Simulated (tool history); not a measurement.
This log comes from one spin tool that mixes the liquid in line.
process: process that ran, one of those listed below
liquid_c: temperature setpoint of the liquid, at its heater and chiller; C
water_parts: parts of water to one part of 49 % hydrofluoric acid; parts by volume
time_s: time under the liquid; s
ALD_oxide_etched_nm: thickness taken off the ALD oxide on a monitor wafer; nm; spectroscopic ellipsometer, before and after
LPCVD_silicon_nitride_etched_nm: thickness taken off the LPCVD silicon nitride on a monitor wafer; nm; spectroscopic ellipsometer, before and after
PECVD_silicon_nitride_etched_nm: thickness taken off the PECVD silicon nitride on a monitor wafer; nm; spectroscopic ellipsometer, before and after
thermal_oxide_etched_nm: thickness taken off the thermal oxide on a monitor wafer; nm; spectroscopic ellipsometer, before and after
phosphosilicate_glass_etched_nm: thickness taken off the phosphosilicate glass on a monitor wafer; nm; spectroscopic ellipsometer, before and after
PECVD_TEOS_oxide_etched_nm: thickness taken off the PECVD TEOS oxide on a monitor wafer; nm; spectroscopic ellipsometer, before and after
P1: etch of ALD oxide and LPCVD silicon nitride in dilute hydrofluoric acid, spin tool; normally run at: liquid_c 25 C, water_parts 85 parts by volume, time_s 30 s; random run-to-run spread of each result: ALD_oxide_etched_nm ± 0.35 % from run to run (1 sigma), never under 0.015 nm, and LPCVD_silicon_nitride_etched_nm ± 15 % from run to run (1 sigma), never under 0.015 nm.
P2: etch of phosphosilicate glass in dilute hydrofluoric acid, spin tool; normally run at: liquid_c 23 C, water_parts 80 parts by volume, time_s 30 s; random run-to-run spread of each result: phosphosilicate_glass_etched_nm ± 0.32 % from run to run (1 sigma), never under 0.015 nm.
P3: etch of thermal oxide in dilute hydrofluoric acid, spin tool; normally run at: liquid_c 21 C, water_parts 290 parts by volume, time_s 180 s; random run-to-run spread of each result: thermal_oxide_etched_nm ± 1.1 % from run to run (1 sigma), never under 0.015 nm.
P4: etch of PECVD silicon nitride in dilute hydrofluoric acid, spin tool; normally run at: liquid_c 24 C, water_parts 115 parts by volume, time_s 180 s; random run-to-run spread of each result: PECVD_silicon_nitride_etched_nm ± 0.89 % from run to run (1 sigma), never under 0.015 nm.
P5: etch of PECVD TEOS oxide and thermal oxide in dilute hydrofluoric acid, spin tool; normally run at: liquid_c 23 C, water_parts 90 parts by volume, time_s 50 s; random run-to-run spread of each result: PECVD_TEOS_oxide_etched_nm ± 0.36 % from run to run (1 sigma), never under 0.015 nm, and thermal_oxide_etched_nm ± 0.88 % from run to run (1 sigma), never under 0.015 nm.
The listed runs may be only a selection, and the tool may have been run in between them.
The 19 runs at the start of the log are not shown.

run	hour	process	liquid_c	water_parts	time_s	hours since the thermometer was replaced	hours since the hydrofluoric acid flow meter was replaced	ALD_oxide_etched_nm	LPCVD_silicon_nitride_etched_nm	PECVD_silicon_nitride_etched_nm	thermal_oxide_etched_nm	phosphosilicate_glass_etched_nm	PECVD_TEOS_oxide_etched_nm
20	268.1	P3	21	290	260	865.1	1248.5				3.1903		
# hour 270.8: hydrofluoric acid flow meter replaced
21	285	P5	23	90	15	882	14.3				0.75926		2.4682
22	303.6	P1	25	85	30	900.6	32.9	8.0706	0.15816				
23	317.8	P2	23	125	30	914.8	47.1					27.612	
24	329.7	P3	21	495	180	926.7	59				1.09		
25	346.2	P5	23	30	50	943.2	75.5				8.2804		26.686
26	354.9	P1	25	150	30	951.9	84.2	4.2591	0.11193				
27	363.1	P1	33	85	30	960.1	92.4	10.886	0.3103				
# hour 372.9: thermometer replaced
28	373	P1	25	85	55	0.1	102.3	14.79	0.2996				
29	382.9	P3	28	290	180	10	112.2				2.8125		
30	400.1	P1	25	85	30	27.2	129.4	8.1015	0.20572				
31	416.1	P5	28.5	90	50	43.2	145.4				3.145		10.259
32	431	P1	25	55	30	58.1	160.3	13.046	0.23815				
33	444.9	P1	25	85	30	72	174.2	7.9895	0.23559				
34	455.4	P1	25	85	30	82.5	184.7	8.2421	0.18253				

Run 35 has not been measured yet. What should we expect?
35	471.7	P1	25	85	30	98.8	201	?	?				

{"run 35": {"ALD_oxide_etched_nm": 8.4689, "LPCVD_silicon_nitride_etched_nm": 0.15295}}
